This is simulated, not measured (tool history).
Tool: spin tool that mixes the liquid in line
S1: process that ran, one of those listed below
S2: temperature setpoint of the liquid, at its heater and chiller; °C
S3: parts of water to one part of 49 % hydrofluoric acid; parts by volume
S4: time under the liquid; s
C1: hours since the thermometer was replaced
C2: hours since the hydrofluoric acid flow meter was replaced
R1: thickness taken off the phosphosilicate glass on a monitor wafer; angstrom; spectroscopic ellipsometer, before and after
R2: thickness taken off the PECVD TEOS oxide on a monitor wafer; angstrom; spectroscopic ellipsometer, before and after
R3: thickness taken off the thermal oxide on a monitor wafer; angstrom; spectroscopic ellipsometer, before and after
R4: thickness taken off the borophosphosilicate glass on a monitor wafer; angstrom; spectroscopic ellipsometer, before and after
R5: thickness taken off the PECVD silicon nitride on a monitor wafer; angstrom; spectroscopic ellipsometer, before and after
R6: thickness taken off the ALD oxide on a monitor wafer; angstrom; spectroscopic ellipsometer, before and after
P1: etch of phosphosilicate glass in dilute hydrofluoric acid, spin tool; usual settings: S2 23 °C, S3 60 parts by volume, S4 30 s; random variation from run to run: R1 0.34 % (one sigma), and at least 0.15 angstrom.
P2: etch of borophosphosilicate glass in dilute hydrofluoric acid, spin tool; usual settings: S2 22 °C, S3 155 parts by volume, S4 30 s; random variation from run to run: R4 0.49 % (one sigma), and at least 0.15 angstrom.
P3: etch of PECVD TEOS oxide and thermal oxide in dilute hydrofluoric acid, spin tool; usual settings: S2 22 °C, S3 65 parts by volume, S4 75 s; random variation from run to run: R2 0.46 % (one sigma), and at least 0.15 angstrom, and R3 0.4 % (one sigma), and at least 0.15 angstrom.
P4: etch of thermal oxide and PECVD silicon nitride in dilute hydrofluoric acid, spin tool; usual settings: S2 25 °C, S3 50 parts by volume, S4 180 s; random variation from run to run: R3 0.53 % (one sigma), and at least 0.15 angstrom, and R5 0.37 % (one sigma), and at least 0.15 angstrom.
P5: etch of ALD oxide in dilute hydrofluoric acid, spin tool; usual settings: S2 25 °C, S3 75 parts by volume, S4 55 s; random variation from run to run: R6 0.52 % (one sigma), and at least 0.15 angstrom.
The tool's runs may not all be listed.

run	hour	S1	S2	S3	S4	C1	C2	R1	R2	R3	R4	R5	R6
1	6.5	P1	23	60	30	1010.7	1665.2	487.76					
2	13.7	P1	23	25	30	1017.9	1672.4	1228.4					
3	19.4	P3	22	65	75	1023.6	1678.1		270.95	53.419			
4	26.6	P3	22	65	25	1030.8	1685.3		89.751	17.559			
5	33.2	P3	18	65	75	1037.4	1691.9		228.87	45.08			
6	37.2	P1	23	60	30	1041.4	1695.9	487.55					
7	40.4	P3	22	65	75	1044.6	1699.1		269.1	53.195			
8	46.3	P2	22	65	30	1050.5	1705				266.25		
9	52.2	P1	23	60	30	1056.4	1710.9	487.36					
10	56.7	P4	18.5	50	180	1060.9	1715.4			139.76		100.92	
11	62.9	P1	23	60	30	1067.1	1721.6	485.45					
12	66.7	P5	25	75	15	1070.9	1725.4						69.839
13	71.7	P5	29	75	55	1075.9	1730.4						298.01
14	77	P1	23	60	60	1081.2	1735.7	977.94					
15	83.9	P1	23	60	30	1088.1	1742.6	486.34					
16	90	P5	25	75	55	1094.2	1748.7						257.27
17	93.7	P1	29.5	30	30	1097.9	1752.4	1322.2					
18	97.7	P1	23	110	30	1101.9	1756.4	252.38					
19	104.9	P2	22	155	30	1109.1	1763.6				101.12		
20	108.7	P2	28	155	30	1112.9	1767.4				125.79		
21	112.2	P1	17	60	30	1116.4	1770.9	380.69					
22	115.8	P4	25	50	330	1120	1774.5			334.71		285.98	
23	123	P1	23	60	15	1127.2	1781.7	242.38					
24	127.4	P1	29.5	60	30	1131.6	1786.1	634.11					
25	133.8	P2	22	155	30	1138	1792.5				101.24		
26	141.1	P4	25	50	180	1145.3	1799.8			181.38		155.58	
27	145.3	P5	25	130	55	1149.5	1804						137.12
28	152.5	P4	25	20	180	1156.7	1811.2			473.97		378.19	
29	157.2	P2	22	155	15	1161.4	1815.9				50.271		
30	163.5	P3	22	100	75	1167.7	1822.2		167.93	33.044			
31	170.6	P1	23	60	30	1174.8	1829.3	485.96					
32	176.8	P1	23	60	30	1181	1835.5	472.05					
33	180.9	P1	23	60	30	1185.1	1839.6	470.21					
34	185.9	P1	23	60	30	1190.1	1844.6	463.29					
35	192.6	P1	23	60	30	1196.8	1851.3	461.18					
36	196.6	P1	23	60	30	1200.8	1855.3	458.62					
37	200.1	P1	23	60	30	1204.3	1858.8	457.8					
38	204.2	P1	23	60	30	1208.4	1862.9	455.29					
39	210.6	P1	23	60	30	1214.8	1869.3	456.14					
40	217.6	P1	23	60	30	1221.8	1876.3	454.5					

What P1 gives has crept away from where it was. These 2 causes fit the log equally well, each at the size given:
A: hydrofluoric acid flow below the setpoint (%) = 6.05
B: liquid colder than its thermometer reads (K) = 1.63
The creep began at about hour 170.6.

4 check runs are offered, one wafer each, their results left as question marks. Which one tells the causes apart?
check 1	224.6	P4	25	20	280					?		?	
check 2	224.6	P2	26.5	70	30						?		
check 3	224.6	P3	22	90	75				?	?			
check 4	224.6	P5	25	130	15								?

What each check would give under each cause:
check	result	if A	if B
check 1	R3	691.67	688.62
check 1	R5	555.12	527.03
check 2	R4	275.81	276.77
check 3	R2	176.56	177.03
check 3	R3	34.871	34.963
check 4	R6	34.88	35.206
How far apart the two closest causes lie, in the result that separates them most: check 1 5.19 %; check 2 0.35 %; check 3 0.26 %; check 4 0.93 %
Only check 1 tells the causes apart: in the others they would give nearly the same result.

Then check 1 was run and gave: R3 692 angstrom; R5 558.33 angstrom. Which cause is it?

It is A: hydrofluoric acid flow below the setpoint (%).
